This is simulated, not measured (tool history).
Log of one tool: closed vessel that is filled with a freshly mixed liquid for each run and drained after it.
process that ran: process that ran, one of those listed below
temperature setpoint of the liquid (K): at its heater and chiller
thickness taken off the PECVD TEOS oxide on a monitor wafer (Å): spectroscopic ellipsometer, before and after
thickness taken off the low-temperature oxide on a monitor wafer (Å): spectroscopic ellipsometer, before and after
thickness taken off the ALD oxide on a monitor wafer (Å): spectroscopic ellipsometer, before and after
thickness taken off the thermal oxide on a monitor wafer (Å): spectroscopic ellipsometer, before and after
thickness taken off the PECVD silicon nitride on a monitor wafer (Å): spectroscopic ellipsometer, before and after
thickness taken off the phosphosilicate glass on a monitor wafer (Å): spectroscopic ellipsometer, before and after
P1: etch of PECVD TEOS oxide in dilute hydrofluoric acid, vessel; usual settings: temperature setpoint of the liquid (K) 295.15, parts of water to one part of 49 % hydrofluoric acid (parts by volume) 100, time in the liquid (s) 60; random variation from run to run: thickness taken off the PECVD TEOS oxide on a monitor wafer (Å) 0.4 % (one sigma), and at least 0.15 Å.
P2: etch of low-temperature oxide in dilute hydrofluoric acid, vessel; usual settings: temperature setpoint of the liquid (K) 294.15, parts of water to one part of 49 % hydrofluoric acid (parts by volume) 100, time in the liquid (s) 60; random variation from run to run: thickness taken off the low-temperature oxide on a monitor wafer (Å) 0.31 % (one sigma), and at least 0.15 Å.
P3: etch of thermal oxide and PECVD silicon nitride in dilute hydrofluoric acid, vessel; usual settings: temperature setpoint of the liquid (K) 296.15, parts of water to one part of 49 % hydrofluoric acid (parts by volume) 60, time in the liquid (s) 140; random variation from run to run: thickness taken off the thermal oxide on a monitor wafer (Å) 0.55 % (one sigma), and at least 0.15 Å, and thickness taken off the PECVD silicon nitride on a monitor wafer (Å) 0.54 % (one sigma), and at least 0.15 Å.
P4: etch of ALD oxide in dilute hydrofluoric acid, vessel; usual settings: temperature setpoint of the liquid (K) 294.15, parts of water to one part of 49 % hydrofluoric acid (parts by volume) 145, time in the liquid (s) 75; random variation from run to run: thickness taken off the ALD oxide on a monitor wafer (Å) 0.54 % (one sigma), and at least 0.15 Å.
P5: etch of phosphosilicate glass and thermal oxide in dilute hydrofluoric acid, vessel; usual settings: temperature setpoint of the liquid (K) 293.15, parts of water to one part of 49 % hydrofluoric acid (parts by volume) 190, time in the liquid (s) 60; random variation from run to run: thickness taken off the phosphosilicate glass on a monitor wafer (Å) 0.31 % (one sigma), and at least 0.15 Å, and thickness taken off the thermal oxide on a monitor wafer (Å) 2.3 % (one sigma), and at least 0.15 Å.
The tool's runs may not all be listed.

| run | hour | process that ran | temperature setpoint of the liquid (K) | parts of water to one part of 49 % hydrofluoric acid (parts by volume) | time in the liquid (s) | hours since the thermometer was replaced | hours since the hydrofluoric acid flow meter was replaced | thickness taken off the PECVD TEOS oxide on a monitor wafer (Å) | thickness taken off the low-temperature oxide on a monitor wafer (Å) | thickness taken off the ALD oxide on a monitor wafer (Å) | thickness taken off the thermal oxide on a monitor wafer (Å) | thickness taken off the PECVD silicon nitride on a monitor wafer (Å) | thickness taken off the phosphosilicate glass on a monitor wafer (Å) |
|---|---|---|---|---|---|---|---|---|---|---|---|---|---|
| 1 | 3.6 | P1 | 295.15 | 100 | 60 | 1900.1 | 177.0 | 63.809 |  |  |  |  |  |
| 2 | 11.3 | P2 | 290.15 | 100 | 60 | 1907.8 | 184.7 |  | 108.790 |  |  |  |  |
| 3 | 17.9 | P4 | 294.15 | 145 | 75 | 1914.4 | 191.3 |  |  | 142.30 |  |  |  |
| 4 | 23.6 | P2 | 294.15 | 100 | 110 | 1920.1 | 197.0 |  | 234.110 |  |  |  |  |
| 5 | 29.0 | P3 | 292.15 | 60 | 140 | 1925.5 | 202.4 |  |  |  | 86.010 | 29.982 |  |
| 6 | 34.7 | P5 | 293.15 | 55 | 60 | 1931.2 | 208.1 |  |  |  | 46.573 |  | 1732.60 |
| 7 | 40.8 | P4 | 294.15 | 145 | 110 | 1937.3 | 214.2 |  |  | 209.42 |  |  |  |
| 8 | 48.0 | P1 | 300.65 | 20 | 60 | 1944.5 | 221.4 | 441.840 |  |  |  |  |  |
| 9 | 52.4 | P4 | 301.15 | 145 | 75 | 1948.9 | 225.8 |  |  | 186.51 |  |  |  |
| 10 | 56.4 | P1 | 295.15 | 100 | 60 | 1952.9 | 229.8 | 63.387 |  |  |  |  |  |
| 11 | 62.9 | P5 | 293.15 | 190 | 120 | 1959.4 | 236.3 |  |  |  | 23.182 |  | 871.26 |
| 12 | 67.6 | P1 | 295.15 | 100 | 90 | 1964.1 | 241.0 | 95.569 |  |  |  |  |  |
| 13 | 71.3 | P5 | 293.15 | 190 | 60 | 1967.8 | 244.7 |  |  |  | 11.620 |  | 433.26 |
|  | 72.0 | hydrofluoric acid flow meter replaced |
| 14 | 79.5 | P2 | 294.15 | 180 | 60 | 1976.0 | 7.6 |  | 64.964 |  |  |  |  |
| 15 | 85.5 | P3 | 296.15 | 60 | 60 | 1982.0 | 13.6 |  |  |  | 44.204 | 17.049 |  |
| 16 | 90.2 | P1 | 290.15 | 100 | 60 | 1986.7 | 18.3 | 52.474 |  |  |  |  |  |
| 17 | 95.9 | P5 | 293.15 | 190 | 60 | 1992.4 | 24.0 |  |  |  | 12.159 |  | 436.11 |
| 18 | 101.8 | P2 | 294.15 | 100 | 60 | 1998.3 | 29.9 |  | 127.240 |  |  |  |  |
| 19 | 105.7 | P1 | 295.15 | 100 | 60 | 2002.2 | 33.8 | 64.064 |  |  |  |  |  |
| 20 | 112.6 | P5 | 300.15 | 190 | 60 | 2009.1 | 40.7 |  |  |  | 15.183 |  | 563.99 |
| 21 | 117.4 | P1 | 295.15 | 180 | 60 | 2013.9 | 45.5 | 32.615 |  |  |  |  |  |
| 22 | 122.6 | P1 | 295.15 | 100 | 30 | 2019.1 | 50.7 | 32.439 |  |  |  |  |  |
| 23 | 126.9 | P4 | 294.15 | 145 | 75 | 2023.4 | 55.0 |  |  | 142.75 |  |  |  |
| 24 | 130.5 | P1 | 295.15 | 100 | 60 | 2027.0 | 58.6 | 63.696 |  |  |  |  |  |
| 25 | 135.2 | P3 | 296.15 | 60 | 140 | 2031.7 | 63.3 |  |  |  | 102.440 | 39.826 |  |
| 26 | 142.7 | P4 | 294.15 | 80 | 75 | 2039.2 | 70.8 |  |  | 278.32 |  |  |  |
| 27 | 149.7 | P3 | 296.15 | 60 | 140 | 2046.2 | 77.8 |  |  |  | 102.700 | 39.438 |  |
| 28 | 156.9 | P1 | 295.15 | 25 | 60 | 2053.4 | 85.0 | 279.990 |  |  |  |  |  |
| 29 | 164.5 | P3 | 296.15 | 20 | 140 | 2061.0 | 92.6 |  |  |  | 321.880 | 113.740 |  |
| 30 | 168.6 | P1 | 299.15 | 100 | 60 | 2065.1 | 96.7 | 74.392 |  |  |  |  |  |
| 31 | 176.2 | P1 | 295.15 | 100 | 60 | 2072.7 | 104.3 | 63.414 |  |  |  |  |  |
| 32 | 184.4 | P1 | 295.15 | 100 | 60 | 2080.9 | 112.5 | 62.133 |  |  |  |  |  |
| 33 | 191.2 | P1 | 295.15 | 100 | 60 | 2087.7 | 119.3 | 61.853 |  |  |  |  |  |
| 34 | 198.2 | P1 | 295.15 | 100 | 60 | 2094.7 | 126.3 | 60.369 |  |  |  |  |  |
| 35 | 203.9 | P1 | 295.15 | 100 | 60 | 2100.4 | 132.0 | 60.849 |  |  |  |  |  |
| 36 | 209.1 | P1 | 295.15 | 100 | 60 | 2105.6 | 137.2 | 60.145 |  |  |  |  |  |
| 37 | 215.5 | P1 | 295.15 | 100 | 60 | 2112.0 | 143.6 | 60.102 |  |  |  |  |  |
| 38 | 221.7 | P1 | 295.15 | 100 | 60 | 2118.2 | 149.8 | 59.501 |  |  |  |  |  |
| 39 | 226.9 | P1 | 295.15 | 100 | 60 | 2123.4 | 155.0 | 59.835 |  |  |  |  |  |
| 40 | 234.4 | P1 | 295.15 | 100 | 60 | 2130.9 | 162.5 | 60.241 |  |  |  |  |  |
| 41 | 240.9 | P1 | 295.15 | 100 | 60 | 2137.4 | 169.0 | 59.842 |  |  |  |  |  |

What P1 gives has crept away from where it was. These 2 causes fit the log equally well, each at the size given:
A: hydrofluoric acid flow below the setpoint (%) = 5.31
B: liquid colder than its thermometer reads (K) = 1.51
The creep began at about hour 176.2.

4 check runs are offered, one wafer each, their results left as question marks. Which one tells the causes apart?
| check 1 | 247.4 | P2 | 294.15 | 175 | 60 |  |  |  | ? |  |  |  |  |
| check 2 | 247.4 | P3 | 296.15 | 25 | 140 |  |  |  |  |  | ? | ? |  |
| check 3 | 247.4 | P4 | 294.15 | 100 | 75 |  |  |  |  | ? |  |  |  |
| check 4 | 247.4 | P5 | 293.15 | 55 | 115 |  |  |  |  |  | ? |  | ? |

What each check would give under each cause:
| check | result | if A | if B |
|---|---|---|---|
| check 1 | thickness taken off the low-temperature oxide on a monitor wafer (Å) | 63.201 | 63.555 |
| check 2 | thickness taken off the thermal oxide on a monitor wafer (Å) | 243.780 | 241.850 |
| check 2 | thickness taken off the PECVD silicon nitride on a monitor wafer (Å) | 87.758 | 83.302 |
| check 3 | thickness taken off the ALD oxide on a monitor wafer (Å) | 204.61 | 204.42 |
| check 4 | thickness taken off the thermal oxide on a monitor wafer (Å) | 84.150 | 83.635 |
| check 4 | thickness taken off the phosphosilicate glass on a monitor wafer (Å) | 3150.90 | 3131.60 |
How far apart the two closest causes lie, in the result that separates them most: check 1 0.56 %; check 2 5.21 %; check 3 0.09 %; check 4 0.61 %
Only check 2 tells the causes apart: in the others they would give nearly the same result.

Then check 2 was run and gave: thickness taken off the thermal oxide on a monitor wafer (Å) 243.830; thickness taken off the PECVD silicon nitride on a monitor wafer (Å) 83.033. Which cause is it?

It is B: liquid colder than its thermometer reads (K).
